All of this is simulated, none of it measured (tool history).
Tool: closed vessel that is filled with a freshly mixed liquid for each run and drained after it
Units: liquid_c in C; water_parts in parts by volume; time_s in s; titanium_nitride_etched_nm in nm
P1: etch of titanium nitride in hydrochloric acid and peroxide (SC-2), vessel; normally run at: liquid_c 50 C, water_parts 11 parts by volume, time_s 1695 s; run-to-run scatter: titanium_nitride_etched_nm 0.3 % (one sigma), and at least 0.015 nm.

{"run": 1, "hour": 2.6, "liquid_c": 50, "water_parts": 11, "time_s": 1695, "titanium_nitride_etched_nm": 45.93}
{"run": 2, "hour": 5.4, "liquid_c": 60, "water_parts": 11, "time_s": 1695, "titanium_nitride_etched_nm": 86.984}
{"hour": 8.2, "done": "new drum of peroxide connected"}
{"run": 3, "hour": 8.5, "liquid_c": 35, "water_parts": 11, "time_s": 1695, "titanium_nitride_etched_nm": 16.015}
{"run": 4, "hour": 11.3, "liquid_c": 50, "water_parts": 7.5, "time_s": 2735, "titanium_nitride_etched_nm": 100.82}
{"run": 5, "hour": 15.6, "liquid_c": 50, "water_parts": 11, "time_s": 1695, "titanium_nitride_etched_nm": 45.705}
{"run": 6, "hour": 18.7, "liquid_c": 50, "water_parts": 11, "time_s": 1695, "titanium_nitride_etched_nm": 45.703}
{"run": 7, "hour": 22.2, "liquid_c": 50, "water_parts": 19, "time_s": 1695, "titanium_nitride_etched_nm": 28.331}
{"run": 8, "hour": 25.3, "liquid_c": 50, "water_parts": 4, "time_s": 1695, "titanium_nitride_etched_nm": 99.198}
{"run": 9, "hour": 27.8, "liquid_c": 50, "water_parts": 11, "time_s": 2430, "titanium_nitride_etched_nm": 65.772}
{"run": 10, "hour": 31.7, "liquid_c": 50, "water_parts": 16.5, "time_s": 2970, "titanium_nitride_etched_nm": 56.818}
{"run": 11, "hour": 36.3, "liquid_c": 50, "water_parts": 11, "time_s": 210, "titanium_nitride_etched_nm": 5.6326}
{"run": 12, "hour": 40.3, "liquid_c": 50, "water_parts": 11, "time_s": 1695, "titanium_nitride_etched_nm": 45.675}
{"run": 13, "hour": 43.4, "liquid_c": 50, "water_parts": 11, "time_s": 1695, "titanium_nitride_etched_nm": 45.736}
{"run": 14, "hour": 46.3, "liquid_c": 50, "water_parts": 11, "time_s": 1695, "titanium_nitride_etched_nm": 47.072}
{"run": 15, "hour": 50.4, "liquid_c": 50, "water_parts": 11, "time_s": 1695, "titanium_nitride_etched_nm": 48.138}
{"run": 16, "hour": 52.4, "liquid_c": 50, "water_parts": 11, "time_s": 1695, "titanium_nitride_etched_nm": 47.864}
{"run": 17, "hour": 55.3, "liquid_c": 50, "water_parts": 11, "time_s": 1695, "titanium_nitride_etched_nm": 48.441}
{"run": 18, "hour": 57.8, "liquid_c": 50, "water_parts": 11, "time_s": 1695, "titanium_nitride_etched_nm": 48.519}
{"run": 19, "hour": 62.2, "liquid_c": 50, "water_parts": 11, "time_s": 1695, "titanium_nitride_etched_nm": 48.547}
{"run": 20, "hour": 65.9, "liquid_c": 50, "water_parts": 11, "time_s": 1695, "titanium_nitride_etched_nm": 48.686}

What P1 gives has crept away from where it was. These 2 causes fit the log equally well, each at the size given:
A: chemicals flow above the setpoint (%) = 7.77
B: liquid hotter than its thermometer reads (K) = 0.945
The creep began at about hour 43.4.
Why every other cause is out:
peroxide weaker than its label (%): at most 8, which would move titanium_nitride_etched_nm by -7.4 %: too little, or the wrong way

4 check runs are offered, each on 2 wafers whose results are averaged, their results left as question marks. Which one tells the causes apart?
{"run": "check 1", "hour": 69.6, "liquid_c": 41, "water_parts": 11, "time_s": 220, "titanium_nitride_etched_nm": "?"}
{"run": "check 2", "hour": 69.6, "liquid_c": 41, "water_parts": 11, "time_s": 1695, "titanium_nitride_etched_nm": "?"}
{"run": "check 3", "hour": 69.6, "liquid_c": 35, "water_parts": 4, "time_s": 1695, "titanium_nitride_etched_nm": "?"}
{"run": "check 4", "hour": 69.6, "liquid_c": 38.5, "water_parts": 11, "time_s": 1695, "titanium_nitride_etched_nm": "?"}

What each check would give under each cause:
check=check_1 result=titanium_nitride_etched_nm if_A=3.4099 if_B=3.4232
check=check_2 result=titanium_nitride_etched_nm if_A=26.272 if_B=26.374
check=check_3 result=titanium_nitride_etched_nm if_A=36.466 if_B=37.213
check=check_4 result=titanium_nitride_etched_nm if_A=21.993 if_B=22.102
How far apart the two closest causes lie, in the result that separates them most: check 1 0.39 %; check 2 0.39 %; check 3 2.03 %; check 4 0.5 %
Check 3 tells the causes apart: in the others they would give nearly the same result.

Check 3 was then run and gave: titanium_nitride_etched_nm 36.435 nm. Which cause is it?

It is A: chemicals flow above the setpoint (%).
